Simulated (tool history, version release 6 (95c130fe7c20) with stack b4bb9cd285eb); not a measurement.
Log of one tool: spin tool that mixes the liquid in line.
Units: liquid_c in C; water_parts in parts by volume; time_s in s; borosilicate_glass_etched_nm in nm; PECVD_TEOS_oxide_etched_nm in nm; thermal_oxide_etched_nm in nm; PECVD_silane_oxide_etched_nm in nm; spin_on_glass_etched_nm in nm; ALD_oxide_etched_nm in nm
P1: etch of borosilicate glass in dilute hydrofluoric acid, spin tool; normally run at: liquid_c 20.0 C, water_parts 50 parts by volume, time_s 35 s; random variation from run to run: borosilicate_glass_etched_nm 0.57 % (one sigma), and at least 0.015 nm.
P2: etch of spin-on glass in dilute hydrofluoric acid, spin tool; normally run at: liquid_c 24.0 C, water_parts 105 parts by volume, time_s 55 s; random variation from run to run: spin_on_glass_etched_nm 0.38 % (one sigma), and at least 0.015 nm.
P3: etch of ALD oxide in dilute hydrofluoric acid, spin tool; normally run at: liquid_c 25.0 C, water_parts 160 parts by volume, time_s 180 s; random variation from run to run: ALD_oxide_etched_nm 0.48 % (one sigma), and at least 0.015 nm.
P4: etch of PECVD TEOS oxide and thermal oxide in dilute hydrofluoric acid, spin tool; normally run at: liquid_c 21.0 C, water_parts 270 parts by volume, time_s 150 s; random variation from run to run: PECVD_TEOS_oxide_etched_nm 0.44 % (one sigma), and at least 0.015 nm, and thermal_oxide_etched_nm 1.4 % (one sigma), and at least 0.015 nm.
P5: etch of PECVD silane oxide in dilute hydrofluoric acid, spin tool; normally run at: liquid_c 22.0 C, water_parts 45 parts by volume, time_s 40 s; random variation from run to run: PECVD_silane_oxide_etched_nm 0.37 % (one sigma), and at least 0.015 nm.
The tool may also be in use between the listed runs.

run	hour	process	liquid_c	water_parts	time_s	borosilicate_glass_etched_nm	PECVD_TEOS_oxide_etched_nm	thermal_oxide_etched_nm	PECVD_silane_oxide_etched_nm	spin_on_glass_etched_nm	ALD_oxide_etched_nm
1	13.0	P1	20.0	50	35	18.6350					
2	22.6	P4	28.5	270	150		15.0270	2.5875			
3	29.6	P1	20.0	50	15	7.9755					
4	38.8	P4	21.0	445	150		6.0061	1.0309			
5	47.1	P5	22.0	45	40				26.927		
6	55.5	P5	22.0	65	40				18.278		
7	67.5	P2	24.0	105	55					15.4230	
8	78.3	P1	20.0	50	35	18.5250					
9	88.3	P1	26.5	50	35	24.2080					
10	99.6	P1	20.0	50	35	18.5090					
11	107.9	P2	24.0	105	55					15.4190	
12	120.1	P3	25.0	160	180						14.464
13	131.6	P1	20.0	50	35	18.4670					
14	138.5	P2	24.0	145	55					10.6060	
15	148.8	P1	20.0	70	35	12.8810					
16	161.3	P1	20.0	20	35	47.7700					
17	172.7	P1	17.0	50	50	23.6350					
18	184.3	P1	20.0	50	35	18.5620					
19	196.6	P1	17.0	50	65	30.4470					
20	206.4	P3	25.0	45	180						59.639
21	216.7	P1	20.0	50	65	34.7210					
22	224.2	P1	17.0	50	35	16.3640					
23	237.5	P4	21.0	270	290		22.3260	3.8453			
24	252.9	P1	24.0	30	35	37.6020					
25	263.9	P3	17.5	160	180						10.898
26	275.8	P3	25.0	160	330						26.406
27	288.5	P2	24.0	105	15					4.2193	
28	296.1	P5	28.5	45	40				35.190		
29	309.2	P4	21.0	270	150		11.5860	1.9981			
30	323.2	P2	18.0	105	55					11.9870	
31	334.9	P5	22.0	45	15				10.188		
32	344.7	P4	21.0	270	150		11.5700	1.9599			
33	355.9	P5	22.0	45	40				27.091		
34	366.5	P1	20.0	50	35	18.2650					
35	382.1	P1	20.0	50	35	17.8790					
36	395.4	P1	20.0	50	35	17.8010					
37	404.2	P1	20.0	50	35	17.6690					
38	414.1	P1	20.0	50	35	17.3960					
39	423.5	P1	20.0	50	35	17.3170					
40	431.8	P1	20.0	50	35	17.1940					
41	444.8	P1	20.0	50	35	17.1860					
42	457.5	P1	20.0	50	35	17.1560					
43	467.9	P1	20.0	50	35	17.1980					
44	475.6	P1	20.0	50	35	17.0600					
45	486.1	P1	20.0	50	35	17.1830					

What P1 gives has crept away from where it was. These 2 causes fit the log equally well, each at the size given:
A: hydrofluoric acid flow below the setpoint (%) = 7.18
B: liquid colder than its thermometer reads (K) = 1.86
The creep began at about hour 366.5.

4 check runs are offered, one wafer each, their results left as question marks. Which one tells the causes apart?
check 1	496.6	P2	18.5	105	55					?	
check 2	496.6	P4	28.0	270	220		?	?			
check 3	496.6	P3	20.0	55	180						?
check 4	496.6	P5	25.0	60	40				?		

What each check would give under each cause:
check	result	if A	if B
check 1	spin_on_glass_etched_nm	11.3240	11.3840
check 2	PECVD_TEOS_oxide_etched_nm	19.7300	20.4060
check 2	thermal_oxide_etched_nm	3.3715	3.4869
check 3	ALD_oxide_etched_nm	35.966	35.973
check 4	PECVD_silane_oxide_etched_nm	20.739	20.838
How far apart the two closest causes lie, in the result that separates them most: check 1 0.53 %; check 2 3.37 %; check 3 0.02 %; check 4 0.48 %
Only check 2 tells the causes apart: in the others they would give nearly the same result.

Then check 2 was run and gave: PECVD_TEOS_oxide_etched_nm 20.4720 nm; thermal_oxide_etched_nm 3.4990 nm. Which cause is it?

It is B: liquid colder than its thermometer reads (K).

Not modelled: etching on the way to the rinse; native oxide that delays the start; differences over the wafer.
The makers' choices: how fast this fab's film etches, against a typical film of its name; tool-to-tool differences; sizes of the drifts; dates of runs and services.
